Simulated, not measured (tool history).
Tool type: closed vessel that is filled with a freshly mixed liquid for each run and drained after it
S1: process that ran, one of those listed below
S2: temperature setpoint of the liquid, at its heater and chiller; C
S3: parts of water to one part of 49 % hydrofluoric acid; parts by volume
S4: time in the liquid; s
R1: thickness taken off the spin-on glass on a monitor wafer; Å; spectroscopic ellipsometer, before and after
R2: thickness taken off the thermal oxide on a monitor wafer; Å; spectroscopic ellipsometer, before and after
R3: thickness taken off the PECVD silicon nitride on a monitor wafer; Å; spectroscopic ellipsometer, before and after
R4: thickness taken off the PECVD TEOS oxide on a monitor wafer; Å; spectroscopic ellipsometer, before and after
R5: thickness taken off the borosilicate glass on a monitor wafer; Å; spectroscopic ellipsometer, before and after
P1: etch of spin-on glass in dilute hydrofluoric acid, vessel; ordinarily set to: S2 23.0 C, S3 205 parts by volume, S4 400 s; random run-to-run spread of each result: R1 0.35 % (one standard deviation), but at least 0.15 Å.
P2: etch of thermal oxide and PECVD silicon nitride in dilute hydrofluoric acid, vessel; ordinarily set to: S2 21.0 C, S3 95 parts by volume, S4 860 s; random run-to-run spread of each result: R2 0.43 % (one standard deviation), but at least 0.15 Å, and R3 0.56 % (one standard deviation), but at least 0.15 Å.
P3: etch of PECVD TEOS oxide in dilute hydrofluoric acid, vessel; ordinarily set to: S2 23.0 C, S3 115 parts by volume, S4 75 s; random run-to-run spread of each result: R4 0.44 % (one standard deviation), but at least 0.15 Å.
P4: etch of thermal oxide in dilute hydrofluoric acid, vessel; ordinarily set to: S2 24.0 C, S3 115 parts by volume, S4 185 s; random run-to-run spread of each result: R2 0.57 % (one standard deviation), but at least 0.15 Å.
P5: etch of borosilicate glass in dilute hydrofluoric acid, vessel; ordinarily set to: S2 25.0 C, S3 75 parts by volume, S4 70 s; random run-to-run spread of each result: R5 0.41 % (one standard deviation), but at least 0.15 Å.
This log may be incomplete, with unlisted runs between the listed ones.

run	hour	S1	S2	S3	S4	R1	R2	R3	R4	R5
1	11.5	P1	23.0	205	400	523.98				
2	25.4	P2	21.0	95	435		187.420	129.16		
3	44.4	P1	18.5	205	400	445.26				
4	62.8	P1	23.0	205	675	891.99				
5	73.2	P1	23.0	130	755	1702.60				
6	91.4	P3	23.0	115	75				174.310	
7	105.2	P1	23.0	205	400	526.80				
8	122.7	P5	25.0	75	70					558.68
9	138.7	P5	25.0	75	70					557.05
10	151.4	P1	27.5	130	400	1075.40				
# hour 157.1: thermometer replaced
11	159.9	P5	25.0	75	35					278.38
12	175.1	P3	23.0	115	30				69.429	
13	191.1	P4	17.5	115	185		54.541			
14	208.6	P4	24.0	115	80		30.635			
15	224.8	P4	24.0	115	185		71.501			
16	238.3	P1	23.0	205	400	523.81				
17	246.8	P1	27.5	205	400	618.17				
18	264.4	P1	23.0	205	400	524.89				
19	278.5	P3	23.0	40	75				551.400	
20	295.9	P2	21.0	95	860		373.580	253.99		
21	304.5	P1	23.0	205	180	236.59				
22	318.0	P1	23.0	290	400	343.42				
23	326.4	P5	29.5	75	70					667.06
24	343.6	P2	25.5	95	860		442.090	342.11		
25	357.7	P2	21.0	25	860		1538.600	936.69		
26	372.2	P4	24.0	45	185		199.330			
27	381.6	P1	23.0	205	400	525.50				
28	400.4	P3	29.5	115	75				223.150	
29	408.8	P2	21.0	95	860		372.390	254.30		
30	425.3	P1	23.0	100	400	1208.10				
31	434.6	P5	25.0	140	70					273.78
32	443.1	P3	23.0	115	75				173.600	
33	453.7	P1	23.0	205	400	526.67				
34	471.8	P1	23.0	205	400	524.71				
35	487.3	P1	23.0	205	400	511.20				
36	505.0	P1	23.0	205	400	505.59				
37	513.3	P1	23.0	205	400	500.75				
38	527.2	P1	23.0	205	400	499.12				
39	541.3	P1	23.0	205	400	493.22				
40	552.4	P1	23.0	205	400	489.13				
41	571.6	P1	23.0	205	400	491.58				
42	586.3	P1	23.0	205	400	490.75				
43	604.4	P1	23.0	205	400	490.62				

What P1 gives has crept away from where it was. These 2 causes fit the log equally well, each at the size given:
A: hydrofluoric acid flow below the setpoint (%) = 5.64
B: liquid colder than its thermometer reads (K) = 1.89
Creep in the process output first set in at about hour 471.8.

4 check runs are offered, one wafer each, their results left as question marks. Which one tells the causes apart?
check 1	622.5	P4	18.0	115	185		?			
check 2	622.5	P2	21.0	50	860		?	?		
check 3	622.5	P5	25.0	125	70					?
check 4	622.5	P3	28.5	115	75				?	

Predicted outcomes, by check and by cause:
check	result	if A	if B
check 1	R2	52.298	51.578
check 2	R2	699.800	686.980
check 2	R3	450.55	418.13
check 3	R5	294.27	292.37
check 4	R4	201.120	200.220
Minimum pairwise separation of causes per check, each pair taken at its best-separating result: check 1 1.39 %; check 2 7.47 %; check 3 0.65 %; check 4 0.45 %
Check 2 is the one run that separates the causes; every other check would come out nearly the same whichever cause is at work.

Here is what check 2 returned: R2 686.880 Å; R3 414.82 Å. Which cause is it?

The cause is B: liquid colder than its thermometer reads (K).
